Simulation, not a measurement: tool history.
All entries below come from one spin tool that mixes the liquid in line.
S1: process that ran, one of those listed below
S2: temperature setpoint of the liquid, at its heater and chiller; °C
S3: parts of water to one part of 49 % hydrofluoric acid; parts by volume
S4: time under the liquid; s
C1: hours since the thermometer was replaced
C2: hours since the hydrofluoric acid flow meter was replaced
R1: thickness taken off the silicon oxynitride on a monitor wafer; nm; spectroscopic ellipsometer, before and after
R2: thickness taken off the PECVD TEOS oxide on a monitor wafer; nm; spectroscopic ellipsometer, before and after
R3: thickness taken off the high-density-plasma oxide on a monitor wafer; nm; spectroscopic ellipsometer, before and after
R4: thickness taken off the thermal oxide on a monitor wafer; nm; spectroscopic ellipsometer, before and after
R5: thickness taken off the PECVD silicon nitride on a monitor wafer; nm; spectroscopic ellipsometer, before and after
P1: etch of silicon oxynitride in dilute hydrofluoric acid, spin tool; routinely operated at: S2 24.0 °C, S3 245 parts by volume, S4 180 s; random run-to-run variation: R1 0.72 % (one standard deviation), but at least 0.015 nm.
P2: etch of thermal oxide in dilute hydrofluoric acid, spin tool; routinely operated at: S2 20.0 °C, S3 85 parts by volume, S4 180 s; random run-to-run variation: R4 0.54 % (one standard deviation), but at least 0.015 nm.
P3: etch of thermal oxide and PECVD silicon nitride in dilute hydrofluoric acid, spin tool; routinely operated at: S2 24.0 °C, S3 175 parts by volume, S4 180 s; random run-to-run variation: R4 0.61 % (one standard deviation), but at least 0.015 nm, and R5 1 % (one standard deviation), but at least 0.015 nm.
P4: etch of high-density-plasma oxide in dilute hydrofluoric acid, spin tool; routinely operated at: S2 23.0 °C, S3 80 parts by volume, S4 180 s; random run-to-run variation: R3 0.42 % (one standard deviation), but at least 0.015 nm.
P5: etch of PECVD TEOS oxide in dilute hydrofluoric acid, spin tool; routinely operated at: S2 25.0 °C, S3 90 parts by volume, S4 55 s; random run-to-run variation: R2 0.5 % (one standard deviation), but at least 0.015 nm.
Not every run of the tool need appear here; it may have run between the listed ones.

run,day,S1,S2,S3,S4,C1,C2,R1,R2,R3,R4,R5
1,0.233,P1,24.0,245,180,1143.6,1034.7,3.1622,,,,
2,0.583,P5,25.0,90,55,1152.0,1043.1,,10.122,,,
3,0.958,P4,23.0,80,20,1161.0,1052.1,,,1.2450,,
4,1.208,P2,20.0,40,180,1167.0,1058.1,,,,19.3930,
5,1.438,P1,17.5,245,270,1172.5,1063.6,3.5278,,,,
6,1.862,P1,24.0,245,355,1182.7,1073.8,6.2313,,,,
7,2.175,P3,24.0,175,180,1190.2,1081.3,,,,4.5595,2.2978
8,2.483,P1,30.5,245,180,1197.6,1088.7,4.1365,,,,
9,2.733,P5,25.0,90,55,1203.6,1094.7,,10.200,,,
10,3.054,P4,18.0,80,180,1211.3,1102.4,,,9.2508,,
11,3.400,P3,24.0,75,180,1219.6,1110.7,,,,12.0780,5.1499
12,3.692,P3,24.0,175,270,1226.6,1117.7,,,,6.8719,3.4264
13,3.962,P3,28.0,175,180,1233.1,1124.2,,,,5.2726,2.9556
14,4.192,P5,31.5,90,55,1238.6,1129.7,,12.985,,,
15,4.558,P1,24.0,245,180,1247.4,1138.5,3.1926,,,,
16,4.879,P1,24.0,245,180,1255.1,1146.2,3.1156,,,,
17,5.300,P1,24.0,245,180,1265.2,1156.3,3.1429,,,,
18,5.692,P2,26.0,85,180,1274.6,1165.7,,,,11.0390,
19,6.117,P5,25.0,90,105,1284.8,1175.9,,19.419,,,
20,6.367,P1,24.0,375,180,1290.8,1181.9,1.9286,,,,
21,6.612,P4,23.0,80,180,1296.7,1187.8,,,11.3350,,
22,6.942,P4,23.0,120,180,1304.6,1195.7,,,7.1897,,

Predict the results of run 23:
23,7.258,P1,17.0,245,180,1312.2,1203.3,?,,,,

Logged for run 23: R1 2.2586 nm.

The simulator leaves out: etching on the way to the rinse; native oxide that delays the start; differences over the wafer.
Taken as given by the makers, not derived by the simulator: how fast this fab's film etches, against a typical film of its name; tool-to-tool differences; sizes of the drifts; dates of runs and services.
